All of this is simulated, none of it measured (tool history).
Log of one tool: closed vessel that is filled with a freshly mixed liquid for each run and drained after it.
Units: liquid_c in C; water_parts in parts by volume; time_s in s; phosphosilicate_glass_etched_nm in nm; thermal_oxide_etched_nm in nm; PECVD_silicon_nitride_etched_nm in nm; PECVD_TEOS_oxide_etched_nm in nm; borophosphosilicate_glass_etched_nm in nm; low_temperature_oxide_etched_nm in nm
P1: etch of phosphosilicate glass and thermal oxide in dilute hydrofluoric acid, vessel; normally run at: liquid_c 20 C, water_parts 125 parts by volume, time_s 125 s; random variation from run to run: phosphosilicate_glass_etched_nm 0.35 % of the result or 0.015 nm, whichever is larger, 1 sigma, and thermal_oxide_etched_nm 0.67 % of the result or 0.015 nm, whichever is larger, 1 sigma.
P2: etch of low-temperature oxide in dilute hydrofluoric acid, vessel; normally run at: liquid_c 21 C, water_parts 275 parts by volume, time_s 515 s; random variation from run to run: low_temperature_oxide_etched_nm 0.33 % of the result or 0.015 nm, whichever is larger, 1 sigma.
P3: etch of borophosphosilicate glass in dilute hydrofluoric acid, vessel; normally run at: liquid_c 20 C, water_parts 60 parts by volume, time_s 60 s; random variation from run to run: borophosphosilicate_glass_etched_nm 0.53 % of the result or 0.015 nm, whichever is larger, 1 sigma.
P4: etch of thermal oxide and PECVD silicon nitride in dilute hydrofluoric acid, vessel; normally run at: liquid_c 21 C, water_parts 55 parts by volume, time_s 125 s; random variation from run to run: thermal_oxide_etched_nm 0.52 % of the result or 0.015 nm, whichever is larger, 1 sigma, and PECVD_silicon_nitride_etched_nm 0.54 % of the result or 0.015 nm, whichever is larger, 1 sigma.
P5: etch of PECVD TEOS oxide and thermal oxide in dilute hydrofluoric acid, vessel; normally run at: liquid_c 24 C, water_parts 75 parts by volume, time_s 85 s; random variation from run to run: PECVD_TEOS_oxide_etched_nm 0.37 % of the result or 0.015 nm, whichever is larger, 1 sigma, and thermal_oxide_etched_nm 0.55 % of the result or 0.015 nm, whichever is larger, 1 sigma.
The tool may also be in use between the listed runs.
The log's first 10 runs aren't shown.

run,hour,process,liquid_c,water_parts,time_s,hours since the thermometer was replaced,hours since the hydrofluoric acid flow meter was replaced,phosphosilicate_glass_etched_nm,thermal_oxide_etched_nm,PECVD_silicon_nitride_etched_nm,PECVD_TEOS_oxide_etched_nm,borophosphosilicate_glass_etched_nm,low_temperature_oxide_etched_nm
11,142,P3,17,60,60,834.6,774.7,,,,,41.787,
12,155.1,P1,20,215,125,847.7,787.8,26.244,2.0366,,,,
13,165.3,P2,21,275,175,857.9,798,,,,,,12.185
14,177.8,P5,24,35,85,870.4,810.5,,12.452,,21.927,,
15,187.3,P5,17,75,85,879.9,820,,4.0674,,7.2738,,
16,196,P4,21,55,125,888.6,828.7,,10.116,3.8345,,,
17,208.1,P1,20,125,125,900.7,840.8,49.35,3.956,,,,
18,221.6,P3,20,60,30,914.2,854.3,,,,,23.722,
19,230.2,P1,20,125,125,922.8,862.9,49.66,3.9515,,,,
20,245.8,P3,20,90,60,938.4,878.5,,,,,30.532,
21,254.2,P1,27,125,230,946.8,886.9,118.87,9.5139,,,,
22,265.6,P2,21,275,515,958.2,898.3,,,,,,35.988

Forecast run 23:
23,274.4,P1,25,125,125,967,907.1,?,?,,,,

phosphosilicate_glass_etched_nm: 60.049 nm
thermal_oxide_etched_nm: 4.7978 nm
